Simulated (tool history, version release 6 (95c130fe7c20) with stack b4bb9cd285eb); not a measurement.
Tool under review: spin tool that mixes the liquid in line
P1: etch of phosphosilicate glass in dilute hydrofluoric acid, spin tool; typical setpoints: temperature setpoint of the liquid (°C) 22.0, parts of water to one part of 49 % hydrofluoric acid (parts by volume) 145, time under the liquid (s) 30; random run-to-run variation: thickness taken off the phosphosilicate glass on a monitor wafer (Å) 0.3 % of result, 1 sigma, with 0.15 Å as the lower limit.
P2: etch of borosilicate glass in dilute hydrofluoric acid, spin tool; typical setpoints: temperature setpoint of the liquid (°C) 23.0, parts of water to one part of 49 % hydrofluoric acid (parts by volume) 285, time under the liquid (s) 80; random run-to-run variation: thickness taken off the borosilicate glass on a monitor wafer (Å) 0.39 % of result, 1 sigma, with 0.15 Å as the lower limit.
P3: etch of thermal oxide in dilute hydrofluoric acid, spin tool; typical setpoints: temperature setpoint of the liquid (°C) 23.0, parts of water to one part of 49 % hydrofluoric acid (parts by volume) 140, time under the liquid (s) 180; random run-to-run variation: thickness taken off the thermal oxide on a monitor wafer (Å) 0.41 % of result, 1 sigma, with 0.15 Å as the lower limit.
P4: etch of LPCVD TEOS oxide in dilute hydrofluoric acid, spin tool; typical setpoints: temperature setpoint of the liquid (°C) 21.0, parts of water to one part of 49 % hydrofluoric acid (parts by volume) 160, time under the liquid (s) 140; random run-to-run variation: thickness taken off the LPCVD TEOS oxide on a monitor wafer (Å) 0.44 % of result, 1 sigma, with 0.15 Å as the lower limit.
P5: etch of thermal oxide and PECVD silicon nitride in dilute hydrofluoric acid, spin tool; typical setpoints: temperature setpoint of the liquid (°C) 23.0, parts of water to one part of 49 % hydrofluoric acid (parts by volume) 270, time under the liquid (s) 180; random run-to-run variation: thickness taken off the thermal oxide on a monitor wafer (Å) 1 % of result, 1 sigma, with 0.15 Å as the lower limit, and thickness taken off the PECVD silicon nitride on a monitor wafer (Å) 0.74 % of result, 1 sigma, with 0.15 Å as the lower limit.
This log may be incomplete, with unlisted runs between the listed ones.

run  hour  process that ran  temperature setpoint of the liquid (°C)  parts of water to one part of 49 % hydrofluoric acid (parts by volume)  time under the liquid (s)  hours since the thermometer was replaced  hours since the hydrofluoric acid flow meter was replaced  thickness taken off the phosphosilicate glass on a monitor wafer (Å)  thickness taken off the thermal oxide on a monitor wafer (Å)  thickness taken off the PECVD silicon nitride on a monitor wafer (Å)  thickness taken off the borosilicate glass on a monitor wafer (Å)  thickness taken off the LPCVD TEOS oxide on a monitor wafer (Å)
  1   2.5                P1                                     22.0                                                                     145                         30                                     408.5                                                      452.1                                                                243.64
  2   7.1                P3                                     23.0                                                                     140                         35                                     413.1                                                      456.7                                                                                                                             10.5200
  3  10.9                P1                                     29.5                                                                     145                         50                                     416.9                                                      460.5                                                                540.07
  4  13.8                P1                                     22.0                                                                     145                         30                                     419.8                                                      463.4                                                                244.25
  5  16.8                P1                                     22.0                                                                     145                         30                                     422.8                                                      466.4                                                                243.96
  6  19.6                P3                                     30.0                                                                     140                        180                                     425.6                                                      469.2                                                                                                                             70.2040
  7  22.9                P3                                     23.0                                                                     140                        180                                     428.9                                                      472.5                                                                                                                             53.9850
  8  26.6                P5                                     23.0                                                                     270                         15                                     432.6                                                      476.2                                                                                                                              2.1758                                                                2.5418
  9  29.9                P5                                     23.0                                                                     270                        180                                     435.9                                                      479.5                                                                                                                             23.9440                                                               30.0190
 10  32.3                P1                                     27.5                                                                     245                         30                                     438.3                                                      481.9                                                                157.50
 11  36.8                P3                                     23.0                                                                      45                        180                                     442.8                                                      486.4                                                                                                                            185.8600
 12  38.9                P1                                     22.0                                                                     145                         30                                     444.9                                                      488.5                                                                243.40
 13  42.7                P5                                     31.0                                                                     270                        180                                     448.7                                                      492.3                                                                                                                             32.9130                                                               47.7330
 14  46.8                P5                                     23.0                                                                     455                        180                                     452.8                                                      496.4                                                                                                                             11.9660                                                               17.5200
 15  49.6                P2                                     23.0                                                                      95                         80                                     455.6                                                      499.2                                                                                                                                                                                                                                                                      306.730
 16  52.4                P1                                     22.0                                                                     145                         15                                     458.4                                                      502.0                                                                121.87
 17  56.8                P1                                     27.5                                                                     145                         30                                     462.8                                                      506.4                                                                300.90
 18  60.5                P2                                     23.0                                                                     285                         15                                     466.5                                                      510.1                                                                                                                                                                                                                                                                       15.723
 19  62.5                P4                                     21.0                                                                     160                        140                                     468.5                                                      512.1                                                                                                                                                                                                                                                                                                                                         168.5
 20  65.8                P4                                     21.0                                                                     160                        140                                     471.8                                                      515.4                                                                                                                                                                                                                                                                                                                                         167.2

The next listed run, before its measurement:
 21  69.6                P1                                     22.0                                                                     145                         65                                     475.6                                                      519.2                                                                     ?

Logged for run 21: thickness taken off the phosphosilicate glass on a monitor wafer (Å) 530.10.

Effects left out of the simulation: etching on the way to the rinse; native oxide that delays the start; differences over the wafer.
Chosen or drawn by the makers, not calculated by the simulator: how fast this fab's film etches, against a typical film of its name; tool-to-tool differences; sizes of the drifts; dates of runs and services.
